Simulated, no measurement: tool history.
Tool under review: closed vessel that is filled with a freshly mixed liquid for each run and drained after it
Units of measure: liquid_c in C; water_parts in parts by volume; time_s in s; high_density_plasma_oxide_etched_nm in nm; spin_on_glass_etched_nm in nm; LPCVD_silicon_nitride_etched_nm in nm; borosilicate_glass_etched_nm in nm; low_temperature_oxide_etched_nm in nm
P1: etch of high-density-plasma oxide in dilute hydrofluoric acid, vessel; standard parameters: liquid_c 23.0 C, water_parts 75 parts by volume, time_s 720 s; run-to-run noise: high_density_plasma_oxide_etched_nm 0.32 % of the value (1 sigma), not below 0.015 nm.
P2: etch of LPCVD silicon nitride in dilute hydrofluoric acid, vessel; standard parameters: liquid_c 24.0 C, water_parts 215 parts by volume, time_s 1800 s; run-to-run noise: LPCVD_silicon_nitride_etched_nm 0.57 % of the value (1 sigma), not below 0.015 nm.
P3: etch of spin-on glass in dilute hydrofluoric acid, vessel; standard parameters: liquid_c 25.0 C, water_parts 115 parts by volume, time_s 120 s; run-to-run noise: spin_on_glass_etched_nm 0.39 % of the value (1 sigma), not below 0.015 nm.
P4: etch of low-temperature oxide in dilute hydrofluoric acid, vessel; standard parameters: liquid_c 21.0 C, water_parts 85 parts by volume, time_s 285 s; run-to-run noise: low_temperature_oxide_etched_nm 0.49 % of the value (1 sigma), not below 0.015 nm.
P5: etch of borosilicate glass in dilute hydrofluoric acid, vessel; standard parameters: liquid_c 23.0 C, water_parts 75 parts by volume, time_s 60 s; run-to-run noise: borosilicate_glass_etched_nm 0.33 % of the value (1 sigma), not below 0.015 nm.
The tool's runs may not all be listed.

| run | hour | process | liquid_c | water_parts | time_s | high_density_plasma_oxide_etched_nm | spin_on_glass_etched_nm | LPCVD_silicon_nitride_etched_nm | borosilicate_glass_etched_nm | low_temperature_oxide_etched_nm |
|---|---|---|---|---|---|---|---|---|---|---|
| 1 | 11.6 | P1 | 23.0 | 75 | 720 | 56.094 |  |  |  |  |
| 2 | 27.1 | P3 | 18.5 | 115 | 120 |  | 17.822 |  |  |  |
| 3 | 37.5 | P3 | 25.0 | 115 | 220 |  | 42.615 |  |  |  |
| 4 | 51.3 | P2 | 24.0 | 40 | 1800 |  |  | 24.5050 |  |  |
| 5 | 67.5 | P5 | 31.0 | 75 | 60 |  |  |  | 58.069 |  |
| 6 | 83.8 | P3 | 25.0 | 20 | 120 |  | 151.750 |  |  |  |
| 7 | 99.8 | P4 | 21.0 | 115 | 285 |  |  |  |  | 28.424 |
| 8 | 111.1 | P2 | 32.0 | 215 | 1800 |  |  | 7.5757 |  |  |
| 9 | 128.1 | P1 | 23.0 | 75 | 720 | 56.239 |  |  |  |  |
| 10 | 142.5 | P1 | 23.0 | 130 | 720 | 30.225 |  |  |  |  |
| 11 | 159.6 | P1 | 23.0 | 75 | 720 | 56.033 |  |  |  |  |
| 12 | 172.6 | P1 | 23.0 | 30 | 720 | 148.480 |  |  |  |  |
| 13 | 188.0 | P3 | 25.0 | 115 | 120 |  | 23.217 |  |  |  |
| 14 | 198.8 | P4 | 21.0 | 85 | 525 |  |  |  |  | 73.077 |
| 15 | 206.7 | P1 | 23.0 | 75 | 720 | 56.102 |  |  |  |  |
| 16 | 217.2 | P1 | 23.0 | 75 | 1295 | 100.770 |  |  |  |  |
| 17 | 229.5 | P5 | 23.0 | 75 | 60 |  |  |  | 42.529 |  |
| 18 | 247.0 | P1 | 30.5 | 20 | 720 | 308.770 |  |  |  |  |
| 19 | 254.8 | P5 | 23.0 | 30 | 60 |  |  |  | 112.540 |  |
| 20 | 265.7 | P4 | 21.0 | 85 | 285 |  |  |  |  | 39.361 |
| 21 | 275.9 | P1 | 23.0 | 75 | 205 | 15.952 |  |  |  |  |
| 22 | 287.9 | P5 | 23.0 | 75 | 110 |  |  |  | 78.064 |  |
| 23 | 304.4 | P4 | 17.0 | 85 | 285 |  |  |  |  | 33.440 |
| 24 | 318.0 | P2 | 24.0 | 215 | 1800 |  |  | 4.7428 |  |  |
| 25 | 329.0 | P3 | 25.0 | 115 | 120 |  | 23.117 |  |  |  |
| 26 | 342.3 | P4 | 21.0 | 85 | 285 |  |  |  |  | 39.293 |
| 27 | 357.0 | P2 | 24.0 | 215 | 155 |  |  | 0.3991 |  |  |
| 28 | 366.4 | P1 | 27.5 | 75 | 720 | 67.015 |  |  |  |  |
| 29 | 376.4 | P1 | 29.0 | 20 | 720 | 290.350 |  |  |  |  |
| 30 | 385.4 | P1 | 17.5 | 75 | 720 | 44.552 |  |  |  |  |
| 31 | 397.8 | P1 | 23.0 | 75 | 720 | 55.967 |  |  |  |  |
| 32 | 411.2 | P1 | 23.0 | 75 | 720 | 54.871 |  |  |  |  |
| 33 | 422.1 | P1 | 23.0 | 75 | 720 | 54.021 |  |  |  |  |
| 34 | 431.7 | P1 | 23.0 | 75 | 720 | 53.679 |  |  |  |  |
| 35 | 447.3 | P1 | 23.0 | 75 | 720 | 53.198 |  |  |  |  |
| 36 | 456.5 | P1 | 23.0 | 75 | 720 | 52.831 |  |  |  |  |
| 37 | 466.4 | P1 | 23.0 | 75 | 720 | 52.671 |  |  |  |  |
| 38 | 475.4 | P1 | 23.0 | 75 | 720 | 52.395 |  |  |  |  |
| 39 | 490.8 | P1 | 23.0 | 75 | 720 | 52.708 |  |  |  |  |
| 40 | 506.0 | P1 | 23.0 | 75 | 720 | 52.631 |  |  |  |  |
| 41 | 514.6 | P1 | 23.0 | 75 | 720 | 52.188 |  |  |  |  |
| 42 | 531.5 | P1 | 23.0 | 75 | 720 | 52.141 |  |  |  |  |

What P1 gives has crept away from where it was. These 2 causes fit the log equally well, each at the size given:
A: hydrofluoric acid flow below the setpoint (%) = 6.04
B: liquid colder than its thermometer reads (K) = 1.67
The process output started creeping at around hour 397.8.

Consider the 4 check runs below, whose results appear as question marks and each of which averages 2 wafers. Which one distinguishes the causes, in that each cause would give it a clearly different result?
| check 1 | 548.4 | P2 | 24.0 | 215 | 1800 |  |  | ? |  |  |
| check 2 | 548.4 | P3 | 25.0 | 115 | 120 |  | ? |  |  |  |
| check 3 | 548.4 | P4 | 21.0 | 85 | 285 |  |  |  |  | ? |
| check 4 | 548.4 | P5 | 23.0 | 75 | 60 |  |  |  | ? |  |

Predicted outcomes, by check and by cause:
| check | result | if A | if B |
|---|---|---|---|
| check 1 | LPCVD_silicon_nitride_etched_nm | 4.3968 | 4.2068 |
| check 2 | spin_on_glass_etched_nm | 21.598 | 21.727 |
| check 3 | low_temperature_oxide_etched_nm | 36.783 | 36.763 |
| check 4 | borosilicate_glass_etched_nm | 39.744 | 39.737 |
Gap, in per cent, between the two causes that each check separates least, read from the result that separates them most: check 1 4.42 %; check 2 0.6 %; check 3 0.05 %; check 4 0.02 %
Check 1 is the one run that separates the causes; every other check would come out nearly the same whichever cause is at work.

Here is what check 1 returned: LPCVD_silicon_nitride_etched_nm 4.2229 nm. Which cause is it?

It was cause B: liquid colder than its thermometer reads (K).
